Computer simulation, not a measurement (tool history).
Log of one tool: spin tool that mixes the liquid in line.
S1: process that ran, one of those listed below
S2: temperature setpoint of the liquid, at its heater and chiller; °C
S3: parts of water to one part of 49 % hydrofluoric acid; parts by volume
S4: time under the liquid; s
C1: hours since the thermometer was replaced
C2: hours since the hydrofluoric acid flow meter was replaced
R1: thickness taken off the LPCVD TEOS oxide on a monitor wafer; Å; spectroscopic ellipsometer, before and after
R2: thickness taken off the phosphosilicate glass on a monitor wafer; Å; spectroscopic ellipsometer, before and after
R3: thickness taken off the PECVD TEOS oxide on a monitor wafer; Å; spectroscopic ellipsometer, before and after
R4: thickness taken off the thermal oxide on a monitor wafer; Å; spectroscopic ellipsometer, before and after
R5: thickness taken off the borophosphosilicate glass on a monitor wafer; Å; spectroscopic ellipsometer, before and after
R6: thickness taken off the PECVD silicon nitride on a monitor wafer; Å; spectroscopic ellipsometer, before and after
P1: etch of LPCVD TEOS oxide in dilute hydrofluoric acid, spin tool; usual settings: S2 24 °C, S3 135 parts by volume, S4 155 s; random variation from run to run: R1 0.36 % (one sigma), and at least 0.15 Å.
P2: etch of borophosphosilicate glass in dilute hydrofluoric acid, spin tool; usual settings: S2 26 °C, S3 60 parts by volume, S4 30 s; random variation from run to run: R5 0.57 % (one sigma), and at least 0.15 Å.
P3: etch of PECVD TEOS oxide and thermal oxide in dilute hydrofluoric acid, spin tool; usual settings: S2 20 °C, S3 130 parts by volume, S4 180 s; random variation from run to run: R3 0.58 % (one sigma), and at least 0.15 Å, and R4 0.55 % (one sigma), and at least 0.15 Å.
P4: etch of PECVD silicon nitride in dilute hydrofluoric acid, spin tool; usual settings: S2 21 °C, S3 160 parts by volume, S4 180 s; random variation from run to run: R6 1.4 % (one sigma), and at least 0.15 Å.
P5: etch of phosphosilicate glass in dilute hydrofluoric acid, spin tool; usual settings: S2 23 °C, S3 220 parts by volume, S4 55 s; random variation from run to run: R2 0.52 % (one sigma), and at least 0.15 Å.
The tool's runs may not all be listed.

| run | hour | S1 | S2 | S3 | S4 | C1 | C2 | R1 | R2 | R3 | R4 | R5 | R6 |
|---|---|---|---|---|---|---|---|---|---|---|---|---|---|
| 1 | 5.5 | P1 | 24 | 135 | 155 | 135.7 | 421.7 | 318.37 |  |  |  |  |  |
| 2 | 11.1 | P1 | 24 | 195 | 25 | 141.3 | 427.3 | 33.134 |  |  |  |  |  |
| 3 | 14.5 | P5 | 27 | 220 | 55 | 144.7 | 430.7 |  | 459.08 |  |  |  |  |
| 4 | 20 | P1 | 24 | 135 | 255 | 150.2 | 436.2 | 524.89 |  |  |  |  |  |
| 5 | 25 | P1 | 24 | 135 | 40 | 155.2 | 441.2 | 81.681 |  |  |  |  |  |
| 6 | 30.4 | P3 | 20 | 130 | 180 | 160.6 | 446.6 |  |  | 110.5 | 53.552 |  |  |
| 7 | 36 | P1 | 19.5 | 135 | 155 | 166.2 | 452.2 | 266.15 |  |  |  |  |  |
| 8 | 39.7 | P3 | 17 | 130 | 180 | 169.9 | 455.9 |  |  | 97.327 | 47.075 |  |  |
| 9 | 42.8 | P2 | 34 | 60 | 30 | 173 | 459 |  |  |  |  | 461.15 |  |
| 10 | 48.6 | P2 | 26 | 60 | 30 | 178.8 | 464.8 |  |  |  |  | 335.41 |  |
| 11 | 52.5 | P4 | 21 | 240 | 180 | 182.7 | 468.7 |  |  |  |  |  | 10.945 |
| 12 | 57.2 | P1 | 24 | 135 | 155 | 187.4 | 473.4 | 319.35 |  |  |  |  |  |
| 13 | 60 | P1 | 24 | 135 | 155 | 190.2 | 476.2 | 319.04 |  |  |  |  |  |
| 14 | 64.6 | P2 | 26 | 60 | 30 | 194.8 | 480.8 |  |  |  |  | 342.01 |  |
| 15 | 67.3 | P2 | 26 | 60 | 15 | 197.5 | 483.5 |  |  |  |  | 167.28 |  |
| 16 | 71.3 | P1 | 24 | 135 | 155 | 201.5 | 487.5 | 321.4 |  |  |  |  |  |
| 17 | 74.6 | P4 | 21 | 160 | 180 | 204.8 | 490.8 |  |  |  |  |  | 15.566 |
| 18 | 79 | P1 | 24 | 135 | 155 | 209.2 | 495.2 | 317.68 |  |  |  |  |  |
| 19 | 82.2 | P1 | 24 | 135 | 155 | 212.4 | 498.4 | 315 |  |  |  |  |  |
| 20 | 87.8 | P1 | 24 | 190 | 155 | 218 | 504 | 213.03 |  |  |  |  |  |
| 21 | 92.6 | P5 | 23 | 65 | 55 | 222.8 | 508.8 |  | 1620.1 |  |  |  |  |
| 22 | 95.9 | P4 | 21 | 160 | 85 | 226.1 | 512.1 |  |  |  |  |  | 7.5466 |
| 23 | 100.8 | P1 | 24 | 65 | 155 | 231 | 517 | 723.28 |  |  |  |  |  |
| 24 | 103.9 | P5 | 23 | 220 | 55 | 234.1 | 520.1 |  | 400.09 |  |  |  |  |
| 25 | 109.4 | P5 | 23 | 220 | 55 | 239.6 | 525.6 |  | 399.55 |  |  |  |  |
| 26 | 113.3 | P5 | 23 | 220 | 20 | 243.5 | 529.5 |  | 146.43 |  |  |  |  |
| 27 | 116.5 | P2 | 26 | 20 | 30 | 246.7 | 532.7 |  |  |  |  | 1079.9 |  |
| 28 | 122.3 | P1 | 30 | 135 | 155 | 252.5 | 538.5 | 396.23 |  |  |  |  |  |
| 29 | 126.6 | P1 | 24 | 135 | 155 | 256.8 | 542.8 | 320.1 |  |  |  |  |  |
| 30 | 131.7 | P3 | 20 | 235 | 180 | 261.9 | 547.9 |  |  | 55.027 | 26.269 |  |  |
| 31 | 136.6 | P4 | 17 | 160 | 180 | 266.8 | 552.8 |  |  |  |  |  | 12.287 |
| 32 | 139.7 | P3 | 20 | 130 | 15 | 269.9 | 555.9 |  |  | 8.9431 | 4.515 |  |  |
| 33 | 144.7 | P1 | 24 | 135 | 155 | 274.9 | 560.9 | 320 |  |  |  |  |  |
| 34 | 148.2 | P1 | 24 | 135 | 155 | 278.4 | 564.4 | 310.18 |  |  |  |  |  |
| 35 | 153.6 | P1 | 24 | 135 | 155 | 283.8 | 569.8 | 303.04 |  |  |  |  |  |
| 36 | 156.5 | P1 | 24 | 135 | 155 | 286.7 | 572.7 | 299.8 |  |  |  |  |  |
| 37 | 160.4 | P1 | 24 | 135 | 155 | 290.6 | 576.6 | 296.95 |  |  |  |  |  |
| 38 | 163.5 | P1 | 24 | 135 | 155 | 293.7 | 579.7 | 293.43 |  |  |  |  |  |
| 39 | 167.4 | P1 | 24 | 135 | 155 | 297.6 | 583.6 | 293.44 |  |  |  |  |  |
| 40 | 172 | P1 | 24 | 135 | 155 | 302.2 | 588.2 | 292.64 |  |  |  |  |  |
| 41 | 176.2 | P1 | 24 | 135 | 155 | 306.4 | 592.4 | 292.9 |  |  |  |  |  |
| 42 | 182 | P1 | 24 | 135 | 155 | 312.2 | 598.2 | 291.44 |  |  |  |  |  |

What P1 gives has crept away from where it was. These 2 causes fit the log equally well, each at the size given:
A: liquid colder than its thermometer reads (K) = 2.28
B: hydrofluoric acid flow below the setpoint (%) = 7.35
The creep began at about hour 144.7.

4 check runs are offered, each on 3 wafers whose results are averaged, their results left as question marks. Which one tells the causes apart?
| check 1 | 187.8 | P3 | 20 | 230 | 15 |  |  |  |  | ? | ? |  |  |
| check 2 | 187.8 | P4 | 17 | 160 | 180 |  |  |  |  |  |  |  | ? |
| check 3 | 187.8 | P2 | 30.5 | 60 | 15 |  |  |  |  |  |  | ? |  |
| check 4 | 187.8 | P5 | 26.5 | 80 | 55 |  |  |  | ? |  |  |  |  |

What each check would give under each cause:
| check | result | if A | if B |
|---|---|---|---|
| check 1 | R3 | 4.2912 | 4.2659 |
| check 1 | R4 | 2.0811 | 2.0688 |
| check 2 | R6 | 10.471 | 11.389 |
| check 3 | R5 | 184.38 | 185.4 |
| check 4 | R2 | 1355.8 | 1363.6 |
How far apart the two closest causes lie, in the result that separates them most: check 1 0.59 %; check 2 8.4 %; check 3 0.55 %; check 4 0.57 %
Only check 2 tells the causes apart: in the others they would give nearly the same result.

Then check 2 was run and gave: R6 11.247 Å. Which cause is it?

It is B: hydrofluoric acid flow below the setpoint (%).
